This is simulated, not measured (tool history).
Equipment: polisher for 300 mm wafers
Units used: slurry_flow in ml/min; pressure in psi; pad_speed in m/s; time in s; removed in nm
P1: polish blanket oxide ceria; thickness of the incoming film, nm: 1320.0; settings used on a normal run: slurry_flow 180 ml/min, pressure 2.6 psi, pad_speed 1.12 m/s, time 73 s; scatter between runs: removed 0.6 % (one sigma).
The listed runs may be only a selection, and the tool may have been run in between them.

| run | day | slurry_flow | pressure | pad_speed | time | wafers polished on this pad | hours since the slurry nozzle was cleaned | hours since the head pressure was calibrated | removed |
|---|---|---|---|---|---|---|---|---|---|
| 1 | 0.562 | 180 | 2.6 | 1.12 | 73 | 1093 | 235.8 | 175.8 | 269.62 |
| 2 | 1.158 | 180 | 2.6 | 1.12 | 47 | 1276 | 250.1 | 190.1 | 173.99 |
| 3 | 1.704 | 180 | 2.6 | 0.82 | 73 | 1443 | 263.2 | 203.2 | 197.88 |
| 4 | 2.046 | 110 | 2.6 | 1.12 | 73 | 1548 | 271.4 | 211.4 | 247.31 |
| 5 | 2.433 | 180 | 2.6 | 1.12 | 113 | 1667 | 280.7 | 220.7 | 418.11 |
| 6 | 2.888 | 180 | 2.6 | 1.12 | 73 | 1807 | 291.6 | 231.6 | 270.65 |
| 7 | 3.4 | 180 | 2.6 | 1.12 | 73 | 1964 | 303.9 | 243.9 | 268.47 |
| 8 | 3.917 | 180 | 2.6 | 1.12 | 73 | 2123 | 316.3 | 256.3 | 271.88 |
|  | 4.204 | worn pad replaced by a new one |
| 9 | 4.467 | 180 | 2.6 | 1.76 | 73 | 81 | 329.5 | 269.5 | 422.43 |
|  | 4.571 | slurry nozzle cleaned |
| 10 | 4.804 | 180 | 2.6 | 1.12 | 73 | 184 | 5.6 | 277.6 | 269.02 |
| 11 | 5.35 | 180 | 3.5 | 1.12 | 73 | 352 | 18.7 | 290.7 | 365 |
| 12 | 5.7 | 110 | 1.6 | 1.12 | 73 | 459 | 27.1 | 299.1 | 151.31 |
| 13 | 6.008 | 180 | 2.6 | 1.12 | 73 | 554 | 34.5 | 306.5 | 270.96 |
| 14 | 6.438 | 180 | 1.4 | 1.12 | 73 | 686 | 44.8 | 316.8 | 146.42 |

Predict the results of run 15:
| 15 | 6.754 | 180 | 2.6 | 1.12 | 73 | 783 | 52.4 | 324.4 | ? |

removed: 269.28 nm

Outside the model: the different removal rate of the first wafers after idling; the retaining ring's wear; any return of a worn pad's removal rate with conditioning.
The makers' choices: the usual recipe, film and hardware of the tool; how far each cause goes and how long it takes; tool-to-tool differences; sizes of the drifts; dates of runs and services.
